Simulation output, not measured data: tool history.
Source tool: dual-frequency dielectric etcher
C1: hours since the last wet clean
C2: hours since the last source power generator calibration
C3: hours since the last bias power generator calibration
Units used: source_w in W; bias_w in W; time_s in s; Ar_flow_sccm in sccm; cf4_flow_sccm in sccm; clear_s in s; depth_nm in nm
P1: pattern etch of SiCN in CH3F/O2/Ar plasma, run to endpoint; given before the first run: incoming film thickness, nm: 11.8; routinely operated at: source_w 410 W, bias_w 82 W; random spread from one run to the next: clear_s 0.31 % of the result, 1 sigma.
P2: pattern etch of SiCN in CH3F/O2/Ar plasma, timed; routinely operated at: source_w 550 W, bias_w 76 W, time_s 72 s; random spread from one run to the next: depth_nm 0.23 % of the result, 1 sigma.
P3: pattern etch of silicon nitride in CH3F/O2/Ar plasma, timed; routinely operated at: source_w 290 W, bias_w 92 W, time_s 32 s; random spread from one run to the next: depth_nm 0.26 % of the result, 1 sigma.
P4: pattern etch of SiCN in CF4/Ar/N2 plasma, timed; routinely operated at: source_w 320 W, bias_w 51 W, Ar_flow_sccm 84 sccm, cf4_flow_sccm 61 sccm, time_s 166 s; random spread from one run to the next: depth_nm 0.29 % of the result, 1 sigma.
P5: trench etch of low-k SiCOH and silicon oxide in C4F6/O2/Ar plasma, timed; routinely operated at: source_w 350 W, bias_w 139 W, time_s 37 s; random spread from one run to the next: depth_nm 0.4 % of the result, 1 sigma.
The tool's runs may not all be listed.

{"run": 1, "hour": 4.0, "process": "P1", "source_w": 410, "bias_w": 82, "C1": 291.6, "C2": 2249.7, "C3": 2232.1, "clear_s": 29.315}
{"run": 2, "hour": 5.9, "process": "P1", "source_w": 410, "bias_w": 82, "C1": 293.5, "C2": 2251.6, "C3": 2234.0, "clear_s": 29.341}
{"run": 3, "hour": 8.9, "process": "P2", "source_w": 550, "bias_w": 58, "time_s": 72, "C1": 296.5, "C2": 2254.6, "C3": 2237.0, "depth_nm": 27.167}
{"run": 4, "hour": 10.9, "process": "P3", "source_w": 290, "bias_w": 92, "time_s": 32, "C1": 298.5, "C2": 2256.6, "C3": 2239.0, "depth_nm": 21.656}
{"run": 5, "hour": 14.7, "process": "P1", "source_w": 560, "bias_w": 96, "C1": 302.3, "C2": 2260.4, "C3": 2242.8, "clear_s": 24.552}
{"run": 6, "hour": 18.9, "process": "P2", "source_w": 550, "bias_w": 76, "time_s": 72, "C1": 306.5, "C2": 2264.6, "C3": 2247.0, "depth_nm": 29.852}
{"run": 7, "hour": 22.0, "process": "P2", "source_w": 670, "bias_w": 76, "time_s": 72, "C1": 309.6, "C2": 2267.7, "C3": 2250.1, "depth_nm": 32.237}
{"run": 8, "hour": 25.9, "process": "P4", "source_w": 320, "bias_w": 61, "time_s": 166, "Ar_flow_sccm": 84, "cf4_flow_sccm": 61, "C1": 313.5, "C2": 2271.6, "C3": 2254.0, "depth_nm": 99.854}
{"run": 9, "hour": 29.0, "process": "P2", "source_w": 550, "bias_w": 76, "time_s": 72, "C1": 316.6, "C2": 2274.7, "C3": 2257.1, "depth_nm": 29.756}
{"run": 10, "hour": 31.3, "process": "P5", "source_w": 430, "bias_w": 139, "time_s": 37, "C1": 318.9, "C2": 2277.0, "C3": 2259.4, "depth_nm": 108.28}
{"run": 11, "hour": 33.6, "process": "P4", "source_w": 320, "bias_w": 51, "time_s": 115, "Ar_flow_sccm": 84, "cf4_flow_sccm": 61, "C1": 321.2, "C2": 2279.3, "C3": 2261.7, "depth_nm": 65.234}
{"run": 12, "hour": 36.9, "process": "P5", "source_w": 350, "bias_w": 139, "time_s": 37, "C1": 324.5, "C2": 2282.6, "C3": 2265.0, "depth_nm": 100.14}
{"run": 13, "hour": 41.2, "process": "P4", "source_w": 400, "bias_w": 51, "time_s": 166, "Ar_flow_sccm": 84, "cf4_flow_sccm": 61, "C1": 328.8, "C2": 2286.9, "C3": 2269.3, "depth_nm": 114.71}
{"hour": 43.0, "done": "bias power generator calibrated"}
{"run": 14, "hour": 43.9, "process": "P4", "source_w": 320, "bias_w": 51, "time_s": 166, "Ar_flow_sccm": 84, "cf4_flow_sccm": 84, "C1": 331.5, "C2": 2289.6, "C3": 1.0, "depth_nm": 98.511}
{"run": 15, "hour": 46.9, "process": "P1", "source_w": 410, "bias_w": 82, "C1": 334.5, "C2": 2292.6, "C3": 4.0, "clear_s": 29.307}
{"run": 16, "hour": 51.0, "process": "P2", "source_w": 550, "bias_w": 76, "time_s": 92, "C1": 338.6, "C2": 2296.7, "C3": 8.1, "depth_nm": 38.273}
{"run": 17, "hour": 53.3, "process": "P1", "source_w": 570, "bias_w": 82, "C1": 340.9, "C2": 2299.0, "C3": 10.4, "clear_s": 25.79}
{"run": 18, "hour": 57.4, "process": "P4", "source_w": 320, "bias_w": 51, "time_s": 166, "Ar_flow_sccm": 84, "cf4_flow_sccm": 61, "C1": 345.0, "C2": 2303.1, "C3": 14.5, "depth_nm": 93.877}
{"run": 19, "hour": 61.1, "process": "P3", "source_w": 290, "bias_w": 113, "time_s": 32, "C1": 348.7, "C2": 2306.8, "C3": 18.2, "depth_nm": 23.416}
{"run": 20, "hour": 64.3, "process": "P5", "source_w": 350, "bias_w": 139, "time_s": 48, "C1": 351.9, "C2": 2310.0, "C3": 21.4, "depth_nm": 130.62}
{"run": 21, "hour": 67.2, "process": "P1", "source_w": 540, "bias_w": 99, "C1": 354.8, "C2": 2312.9, "C3": 24.3, "clear_s": 24.704}
{"run": 22, "hour": 71.5, "process": "P5", "source_w": 350, "bias_w": 192, "time_s": 37, "C1": 359.1, "C2": 2317.2, "C3": 28.6, "depth_nm": 110.93}
{"run": 23, "hour": 73.5, "process": "P1", "source_w": 530, "bias_w": 98, "C1": 361.1, "C2": 2319.2, "C3": 30.6, "clear_s": 25.049}
{"run": 24, "hour": 77.4, "process": "P1", "source_w": 410, "bias_w": 82, "C1": 365.0, "C2": 2323.1, "C3": 34.5, "clear_s": 29.128}
{"run": 25, "hour": 81.0, "process": "P1", "source_w": 270, "bias_w": 82, "C1": 368.6, "C2": 2326.7, "C3": 38.1, "clear_s": 34.119}
{"run": 26, "hour": 84.0, "process": "P4", "source_w": 320, "bias_w": 51, "time_s": 166, "Ar_flow_sccm": 68, "cf4_flow_sccm": 61, "C1": 371.6, "C2": 2329.7, "C3": 41.1, "depth_nm": 97.199}
{"run": 27, "hour": 87.9, "process": "P1", "source_w": 410, "bias_w": 55, "C1": 375.5, "C2": 2333.6, "C3": 45.0, "clear_s": 33.681}
{"run": 28, "hour": 91.8, "process": "P3", "source_w": 370, "bias_w": 92, "time_s": 32, "C1": 379.4, "C2": 2337.5, "C3": 48.9, "depth_nm": 23.693}
{"run": 29, "hour": 95.2, "process": "P3", "source_w": 290, "bias_w": 92, "time_s": 40, "C1": 382.8, "C2": 2340.9, "C3": 52.3, "depth_nm": 27.203}

What will run 30 give?
{"run": 30, "hour": 97.5, "process": "P1", "source_w": 410, "bias_w": 111, "C1": 385.1, "C2": 2343.2, "C3": 54.6, "clear_s": "?"}

{"run 30": {"clear_s": 26.207}}
